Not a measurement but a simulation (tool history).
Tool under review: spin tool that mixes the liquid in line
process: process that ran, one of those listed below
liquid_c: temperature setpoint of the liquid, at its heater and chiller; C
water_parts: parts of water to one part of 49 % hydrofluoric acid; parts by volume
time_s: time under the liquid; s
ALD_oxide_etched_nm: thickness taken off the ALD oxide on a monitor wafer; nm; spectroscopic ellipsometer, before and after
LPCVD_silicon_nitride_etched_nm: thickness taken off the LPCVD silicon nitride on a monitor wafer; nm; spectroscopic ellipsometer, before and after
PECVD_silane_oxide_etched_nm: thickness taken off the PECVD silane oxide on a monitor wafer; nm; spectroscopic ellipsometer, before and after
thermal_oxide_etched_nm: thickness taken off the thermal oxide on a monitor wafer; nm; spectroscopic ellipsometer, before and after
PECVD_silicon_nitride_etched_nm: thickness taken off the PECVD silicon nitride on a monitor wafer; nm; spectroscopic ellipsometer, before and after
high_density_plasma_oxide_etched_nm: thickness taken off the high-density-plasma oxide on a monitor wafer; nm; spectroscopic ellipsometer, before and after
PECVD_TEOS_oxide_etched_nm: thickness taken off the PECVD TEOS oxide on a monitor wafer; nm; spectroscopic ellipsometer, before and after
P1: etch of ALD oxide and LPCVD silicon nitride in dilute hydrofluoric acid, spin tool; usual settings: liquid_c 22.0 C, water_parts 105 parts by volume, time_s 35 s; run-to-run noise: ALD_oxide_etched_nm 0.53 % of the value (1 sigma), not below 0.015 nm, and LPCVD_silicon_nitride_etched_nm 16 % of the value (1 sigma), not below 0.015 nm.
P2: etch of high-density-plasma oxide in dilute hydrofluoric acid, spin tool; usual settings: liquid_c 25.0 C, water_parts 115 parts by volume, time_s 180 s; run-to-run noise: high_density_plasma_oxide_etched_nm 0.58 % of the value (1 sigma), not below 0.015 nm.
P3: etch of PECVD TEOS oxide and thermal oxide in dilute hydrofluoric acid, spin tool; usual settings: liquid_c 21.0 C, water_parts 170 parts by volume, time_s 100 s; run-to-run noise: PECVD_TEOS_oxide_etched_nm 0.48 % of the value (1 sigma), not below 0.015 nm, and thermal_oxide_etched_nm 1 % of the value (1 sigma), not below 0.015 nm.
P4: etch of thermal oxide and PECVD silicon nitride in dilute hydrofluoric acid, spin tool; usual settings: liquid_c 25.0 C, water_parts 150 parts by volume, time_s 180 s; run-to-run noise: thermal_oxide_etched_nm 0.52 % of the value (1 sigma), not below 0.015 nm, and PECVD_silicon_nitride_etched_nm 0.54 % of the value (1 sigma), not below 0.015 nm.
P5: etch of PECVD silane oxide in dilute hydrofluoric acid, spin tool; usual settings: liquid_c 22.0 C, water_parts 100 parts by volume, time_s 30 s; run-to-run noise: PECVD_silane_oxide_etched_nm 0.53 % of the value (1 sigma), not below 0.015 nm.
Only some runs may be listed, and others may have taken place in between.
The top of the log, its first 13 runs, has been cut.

run,hour,process,liquid_c,water_parts,time_s,hours since the thermometer was replaced,hours since the hydrofluoric acid flow meter was replaced,ALD_oxide_etched_nm,LPCVD_silicon_nitride_etched_nm,PECVD_silane_oxide_etched_nm,thermal_oxide_etched_nm,PECVD_silicon_nitride_etched_nm,high_density_plasma_oxide_etched_nm,PECVD_TEOS_oxide_etched_nm
14,83.3,P5,22.0,100,30,212.9,441.4,,,5.4565,,,,
15,87.2,P1,17.0,105,35,216.8,445.3,4.6786,0.126580,,,,,
16,95.0,P3,17.0,170,100,224.6,453.1,,,,2.0703,,,6.0425
17,99.0,P5,27.5,100,30,228.6,457.1,,,6.7715,,,,
18,102.6,P1,22.0,105,35,232.2,460.7,5.7537,0.141710,,,,,
19,107.5,P2,25.0,50,180,237.1,465.6,,,,,,20.4900,
20,113.7,P3,21.0,170,100,243.3,471.8,,,,2.3921,,,7.0677
21,119.0,P1,22.0,105,35,248.6,477.1,5.7872,0.178440,,,,,
22,126.0,P1,29.0,105,35,255.6,484.1,7.5034,0.233450,,,,,
23,132.9,P3,21.0,170,155,262.5,491.0,,,,3.7913,,,10.9720

Forecast run 24:
24,137.4,P2,25.0,115,180,267.0,495.5,,,,,,?,

{"run 24": {"high_density_plasma_oxide_etched_nm": 8.2826}}
